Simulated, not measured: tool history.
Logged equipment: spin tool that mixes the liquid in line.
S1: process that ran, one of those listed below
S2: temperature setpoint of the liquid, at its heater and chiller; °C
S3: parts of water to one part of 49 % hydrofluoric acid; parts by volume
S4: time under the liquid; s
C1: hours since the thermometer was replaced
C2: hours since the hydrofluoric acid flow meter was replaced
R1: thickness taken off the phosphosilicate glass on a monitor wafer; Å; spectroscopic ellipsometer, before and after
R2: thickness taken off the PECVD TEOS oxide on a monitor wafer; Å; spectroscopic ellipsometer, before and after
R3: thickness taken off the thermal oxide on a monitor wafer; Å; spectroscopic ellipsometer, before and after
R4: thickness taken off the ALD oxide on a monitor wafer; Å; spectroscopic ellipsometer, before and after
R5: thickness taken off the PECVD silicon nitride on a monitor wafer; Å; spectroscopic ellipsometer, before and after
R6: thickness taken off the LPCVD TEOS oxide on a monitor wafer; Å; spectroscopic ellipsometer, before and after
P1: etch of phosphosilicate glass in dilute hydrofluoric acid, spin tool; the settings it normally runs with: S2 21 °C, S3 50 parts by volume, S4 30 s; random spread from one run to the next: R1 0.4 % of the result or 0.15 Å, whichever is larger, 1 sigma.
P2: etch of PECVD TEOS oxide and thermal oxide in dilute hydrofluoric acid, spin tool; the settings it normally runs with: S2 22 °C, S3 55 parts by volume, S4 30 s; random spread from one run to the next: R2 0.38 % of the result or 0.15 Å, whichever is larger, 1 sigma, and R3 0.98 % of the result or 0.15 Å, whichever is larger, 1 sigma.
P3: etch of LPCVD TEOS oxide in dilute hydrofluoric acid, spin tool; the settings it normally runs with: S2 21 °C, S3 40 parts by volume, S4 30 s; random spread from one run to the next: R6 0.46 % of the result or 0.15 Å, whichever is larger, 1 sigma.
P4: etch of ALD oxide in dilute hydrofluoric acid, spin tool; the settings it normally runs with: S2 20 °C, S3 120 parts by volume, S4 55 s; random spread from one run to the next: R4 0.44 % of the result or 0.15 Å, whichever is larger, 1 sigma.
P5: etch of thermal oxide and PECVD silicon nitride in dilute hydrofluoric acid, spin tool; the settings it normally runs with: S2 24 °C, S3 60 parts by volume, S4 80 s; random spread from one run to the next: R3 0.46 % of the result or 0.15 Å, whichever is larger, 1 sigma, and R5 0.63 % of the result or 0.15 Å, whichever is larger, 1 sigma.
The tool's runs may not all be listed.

run     day  S1    S2   S3  S4     C1     C2      R1      R2      R3      R4      R5      R6
  1   0.279  P1    21   50  30  197.8  437.6  513.58
  2   0.579  P2    22  100  30    205  444.8          44.974  13.197
  3   0.921  P2    22   55  30  213.2    453          86.285  24.895
  4   1.312  P4    27  120  55  222.6  462.4                          74.483
  5   1.692  P1    21   50  30  231.7  471.5  515.37
  6   2.075  P5    24   60  15  240.9  480.7                  11.539          9.4007
  7   2.358  P1    28   50  30  247.7  487.5  684.87
  8   2.808  P1    17   50  60  258.5  498.3  871.82
  9   3.129  P1    17   50  30  266.2    506  432.04
 10   3.558  P5    24   95  80  276.5  516.3                  37.487           31.42
 11   3.962  P5    17   60  80  286.2    526                  47.061          30.448
 12   4.404  P1    21   50  30  296.8  536.6  515.42
 13   4.775  P1    21   50  30  305.7  545.5  516.92
 14   5.125  P4    20  185  55  314.1  553.9                          34.414
 15   5.479  P4    20  120  15  322.6  562.4                          15.303
 16   5.721  P1    21   30  30  328.4  568.2  878.66
 17   6.129  P3  28.5   40  30  338.2    578                                          340.54
 18   6.362  P1    21   50  30  343.8  583.6  512.99
 19   6.588  P5    24   60  80  349.2    589                  62.207          49.039
 20   6.992  P5    24   60  80  358.9  598.7                  62.522          49.225
 21   7.304  P3    21   40  15  366.4  606.2                                          125.97
 22   7.608  P1    21   80  15  373.7  613.5  154.68
 23   7.854  P2    22   55  15  379.6  619.4          43.021  12.673
 24   8.162  P1    28   50  55    387  626.8  1258.5
 25    8.45  P1    21   50  30  393.9  633.7  516.82
 26   8.833  P1    21   50  15  403.1  642.9  257.92
 27   9.279  P3    21   60  30  413.8  653.6                                          162.42
 28   9.679  P4    20  120  55  423.4  663.2                           55.78
 29  10.154  P1    21   85  30  434.8  674.6  290.67
 30  10.529  P3    21   40  30  443.8  683.6                                          250.02
 31  10.775  P3    21   40  30  449.7  689.5                                          248.72
 32  10.988  P1    21   50  55  454.8  694.6  938.16
 33  11.396  P2    18   55  30  464.6  704.4          72.772  21.386
 34  11.642  P1    21   50  30  470.5  710.3  512.62
 35  12.054  P1    21   50  30  480.4  720.2  504.56
 36  12.383  P1    21   50  30  488.3  728.1  494.32
 37  12.683  P1    21   50  30  495.5  735.3  491.24
 38  13.146  P1    21   50  30  506.6  746.4  484.32
 39  13.554  P1    21   50  30  516.4  756.2  483.34
 40  13.846  P1    21   50  30  523.4  763.2  484.32
 41  14.138  P1    21   50  30  530.4  770.2  482.16
 42  14.429  P1    21   50  30  537.4  777.2  481.07
 43  14.725  P1    21   50  30  544.5  784.3  483.23
 44  15.008  P1    21   50  30  551.3  791.1  480.23

P1 no longer gives what it gave before; its output has crept away from where it was. The following 2 causes, each at its listed size, fit the log equally well:
A: hydrofluoric acid flow below the setpoint (%) = 5.97
B: liquid colder than its thermometer reads (K) = 1.55
The creep began at about day 11.642.

Each of the check runs listed below is run on 2 wafers and reports their average, with the results left as question marks. Pick the one under which the possible causes would lead to clearly different results.
check 1  15.292  P3  21   40  30                               ?
check 2  15.292  P2  22   55  30               ?   ?
check 3  15.292  P5  24   60  80                   ?       ?
check 4  15.292  P4  20  120  55                       ?

Check results expected under each cause:
  check  result    if A    if B
check 1      R6  234.33  233.98
check 2      R2  80.726    80.8
check 2      R3  23.636  23.658
check 3      R3  58.434    58.6
check 3      R5   46.32  44.318
check 4      R4  52.513  52.854
Per check, the gap between the least separated pair of causes, taken in the result that splits them most: check 1 0.15 %; check 2 0.09 %; check 3 4.42 %; check 4 0.65 %
Only in check 3 would the causes give clearly different results; in the remaining checks their results would be nearly the same.

After running check 3, the following was obtained: R3 58.812 Å; R5 44.504 Å. Which cause does this point to?

Of the candidate causes, it is B: liquid colder than its thermometer reads (K).
